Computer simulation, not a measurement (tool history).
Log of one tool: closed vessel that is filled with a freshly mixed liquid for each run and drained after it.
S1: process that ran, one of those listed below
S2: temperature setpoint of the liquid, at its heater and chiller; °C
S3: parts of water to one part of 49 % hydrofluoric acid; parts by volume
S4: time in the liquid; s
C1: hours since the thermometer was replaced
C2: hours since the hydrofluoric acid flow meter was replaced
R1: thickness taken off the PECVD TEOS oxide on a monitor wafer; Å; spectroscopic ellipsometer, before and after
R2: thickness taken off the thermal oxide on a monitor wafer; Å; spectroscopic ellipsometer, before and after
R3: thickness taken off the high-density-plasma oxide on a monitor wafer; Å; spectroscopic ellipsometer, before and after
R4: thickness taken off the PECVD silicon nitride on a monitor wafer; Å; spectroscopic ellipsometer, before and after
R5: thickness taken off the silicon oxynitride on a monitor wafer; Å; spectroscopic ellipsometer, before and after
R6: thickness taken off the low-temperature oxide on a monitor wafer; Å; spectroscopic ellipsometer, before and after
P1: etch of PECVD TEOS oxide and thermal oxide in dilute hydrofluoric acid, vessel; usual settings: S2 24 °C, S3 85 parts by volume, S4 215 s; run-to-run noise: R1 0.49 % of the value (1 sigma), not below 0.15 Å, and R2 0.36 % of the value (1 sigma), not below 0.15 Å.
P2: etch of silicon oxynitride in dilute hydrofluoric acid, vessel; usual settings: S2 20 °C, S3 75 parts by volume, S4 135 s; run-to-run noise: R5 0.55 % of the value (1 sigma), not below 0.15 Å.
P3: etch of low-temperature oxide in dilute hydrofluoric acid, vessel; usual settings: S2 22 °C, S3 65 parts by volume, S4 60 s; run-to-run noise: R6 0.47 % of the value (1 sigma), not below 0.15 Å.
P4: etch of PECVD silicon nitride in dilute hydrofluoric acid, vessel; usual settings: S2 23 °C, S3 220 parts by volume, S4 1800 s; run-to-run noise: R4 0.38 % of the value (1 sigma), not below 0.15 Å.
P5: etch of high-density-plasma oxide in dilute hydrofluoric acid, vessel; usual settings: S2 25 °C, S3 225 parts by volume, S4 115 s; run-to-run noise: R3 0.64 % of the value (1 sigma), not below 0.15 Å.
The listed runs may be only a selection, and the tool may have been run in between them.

run 1 hour=3.9 | S1=P1 S2=24 S3=85 S4=215 | C1=952.4 C2=405.7 | R1=302.22 R2=119.94
run 2 hour=10.1 | S1=P1 S2=24 S3=85 S4=215 | C1=958.6 C2=411.9 | R1=302.16 R2=119.46
run 3 hour=15.7 | S1=P5 S2=17 S3=225 S4=115 | C1=964.2 C2=417.5 | R3=37.096
run 4 hour=19.7 | S1=P4 S2=23 S3=220 S4=500 | C1=968.2 C2=421.5 | R4=52.24
run 5 hour=23.8 | S1=P5 S2=25 S3=100 S4=115 | C1=972.3 C2=425.6 | R3=130.35
run 6 hour=28.7 | S1=P2 S2=20 S3=75 S4=135 | C1=977.2 C2=430.5 | R5=42.226
run 7 hour=35.4 | S1=P3 S2=22 S3=65 S4=60 | C1=983.9 C2=437.2 | R6=144.06
run 8 hour=41.7 | S1=P1 S2=24 S3=85 S4=215 | C1=990.2 C2=443.5 | R1=306.07 R2=119.77
run 9 hour=45.2 | S1=P5 S2=25 S3=225 S4=30 | C1=993.7 C2=447 | R3=12.849
run 10 hour=51.7 | S1=P4 S2=23 S3=220 S4=1800 | C1=1000.2 C2=453.5 | R4=188.15
run 11 hour=56.2 | S1=P2 S2=20 S3=130 S4=135 | C1=1004.7 C2=458 | R5=22.9
run 12 hour=61.7 | S1=P2 S2=26.5 S3=75 S4=135 | C1=1010.2 C2=463.5 | R5=56.948
run 13 hour=66.1 | S1=P1 S2=24 S3=115 S4=215 | C1=1014.6 C2=467.9 | R1=214.53 R2=85.034
run 14 hour=70.7 | S1=P1 S2=28.5 S3=130 S4=215 | C1=1019.2 C2=472.5 | R1=220.32 R2=87.973
run 15 hour=74.3 | S1=P1 S2=24 S3=25 S4=215 | C1=1022.8 C2=476.1 | R1=1113 R2=443.46
run 16 hour=80.7 | S1=P4 S2=30.5 S3=220 S4=1800 | C1=1029.2 C2=482.5 | R4=300.26
run 17 hour=84.8 | S1=P1 S2=17.5 S3=85 S4=215 | C1=1033.3 C2=486.6 | R1=231.62 R2=91.682
run 18 hour=89.2 | S1=P4 S2=23 S3=40 S4=1800 | C1=1037.7 C2=491 | R4=1003
run 19 hour=93.9 | S1=P4 S2=23 S3=220 S4=1800 | C1=1042.4 C2=495.7 | R4=186.99
run 20 hour=101.4 | S1=P1 S2=24 S3=20 S4=415 | C1=1049.9 C2=503.2 | R1=2718.3 R2=1068.1
run 21 hour=105.2 | S1=P5 S2=25 S3=225 S4=115 | C1=1053.7 C2=507 | R3=49.759
run 22 hour=109.3 | S1=P1 S2=24 S3=85 S4=400 | C1=1057.8 C2=511.1 | R1=566.42 R2=223.42
run 23 hour=114.2 | S1=P1 S2=24 S3=85 S4=215 | C1=1062.7 C2=516 | R1=303.84 R2=119.38
run 24 hour=120.1 | S1=P1 S2=24 S3=85 S4=215 | C1=1068.6 C2=521.9 | R1=303.63 R2=119.24
run 25 hour=123.6 | S1=P1 S2=28 S3=85 S4=215 | C1=1072.1 C2=525.4 | R1=355.08 R2=141.57
run 26 hour=127.9 | S1=P1 S2=24 S3=85 S4=30 | C1=1076.4 C2=529.7 | R1=42.798 R2=16.575
run 27 hour=133.4 | S1=P3 S2=22 S3=65 S4=115 | C1=1081.9 C2=535.2 | R6=275.65
run 28 hour=139.1 | S1=P1 S2=29.5 S3=85 S4=45 | C1=1087.6 C2=540.9 | R1=78.932 R2=30.897
run 29 hour=145.5 | S1=P3 S2=17 S3=65 S4=60 | C1=1094 C2=547.3 | R6=116.13
run 30 hour=148.8 | S1=P3 S2=22 S3=100 S4=60 | C1=1097.3 C2=550.6 | R6=89.61
run 31 hour=155.8 | S1=P2 S2=20 S3=75 S4=30 | C1=1104.3 C2=557.6 | R5=8.9928
run 32 hour=160.4 | S1=P5 S2=25 S3=225 S4=115 | C1=1108.9 C2=562.2 | R3=49.633
run 33 hour=165.5 | S1=P1 S2=24 S3=85 S4=215 | C1=1114 C2=567.3 | R1=303.61 R2=120.26
run 34 hour=173.1 | S1=P1 S2=24 S3=85 S4=215 | C1=1121.6 C2=574.9 | R1=303.84 R2=119.77
run 35 hour=180.1 | S1=P1 S2=24 S3=85 S4=215 | C1=1128.6 C2=581.9 | R1=293.99 R2=116.79
run 36 hour=185.9 | S1=P1 S2=24 S3=85 S4=215 | C1=1134.4 C2=587.7 | R1=292.57 R2=116.31
run 37 hour=192.4 | S1=P1 S2=24 S3=85 S4=215 | C1=1140.9 C2=594.2 | R1=290.09 R2=115.52
run 38 hour=195.9 | S1=P1 S2=24 S3=85 S4=215 | C1=1144.4 C2=597.7 | R1=290.29 R2=114.38
run 39 hour=203.1 | S1=P1 S2=24 S3=85 S4=215 | C1=1151.6 C2=604.9 | R1=286.21 R2=113.86
run 40 hour=207.5 | S1=P1 S2=24 S3=85 S4=215 | C1=1156 C2=609.3 | R1=286.71 R2=113.28
run 41 hour=212.9 | S1=P1 S2=24 S3=85 S4=215 | C1=1161.4 C2=614.7 | R1=287.04 R2=113.59
run 42 hour=219.3 | S1=P1 S2=24 S3=85 S4=215 | C1=1167.8 C2=621.1 | R1=287.58 R2=113.33
run 43 hour=225.9 | S1=P1 S2=24 S3=85 S4=215 | C1=1174.4 C2=627.7 | R1=284.51 R2=112.55
run 44 hour=229.3 | S1=P1 S2=24 S3=85 S4=215 | C1=1177.8 C2=631.1 | R1=287.9 R2=113.12
run 45 hour=235.3 | S1=P1 S2=24 S3=85 S4=215 | C1=1183.8 C2=637.1 | R1=285.47 R2=112.99

Compared with where it was, what P1 gives has crept away. Each cause listed below fits the log as well as the rest, at the size given for it:
A: liquid colder than its thermometer reads (K) = 1.51
B: hydrofluoric acid flow below the setpoint (%) = 5.31
At approximately hour 173.1, the process output began to creep.

4 check runs are offered, one wafer each, their results left as question marks. Which one tells the causes apart?
run check 1 hour=241.3 | S1=P2 S2=25.5 S3=75 S4=30 | R5=?
run check 2 hour=241.3 | S1=P3 S2=22 S3=100 S4=110 | R6=?
run check 3 hour=241.3 | S1=P4 S2=23 S3=65 S4=1800 | R4=?
run check 4 hour=241.3 | S1=P5 S2=17.5 S3=225 S4=115 | R3=?

What every check run would give for each of its results, assuming each possible cause in turn:
check=check_1 result=R5 if_A=11.323 if_B=11.479
check=check_2 result=R6 if_A=154.8 if_B=154.83
check=check_3 result=R4 if_A=563.79 if_B=592.03
check=check_4 result=R3 if_A=35.459 if_B=35.236
Minimum pairwise separation of causes per check, each pair taken at its best-separating result: check 1 1.37 %; check 2 0.02 %; check 3 4.89 %; check 4 0.63 %
Only check 3 tells the causes apart: in the others they would give nearly the same result.

Then check 3 was run and gave: R4 590.73 Å. Which cause is it?

Of the candidate causes, it is B: hydrofluoric acid flow below the setpoint (%).

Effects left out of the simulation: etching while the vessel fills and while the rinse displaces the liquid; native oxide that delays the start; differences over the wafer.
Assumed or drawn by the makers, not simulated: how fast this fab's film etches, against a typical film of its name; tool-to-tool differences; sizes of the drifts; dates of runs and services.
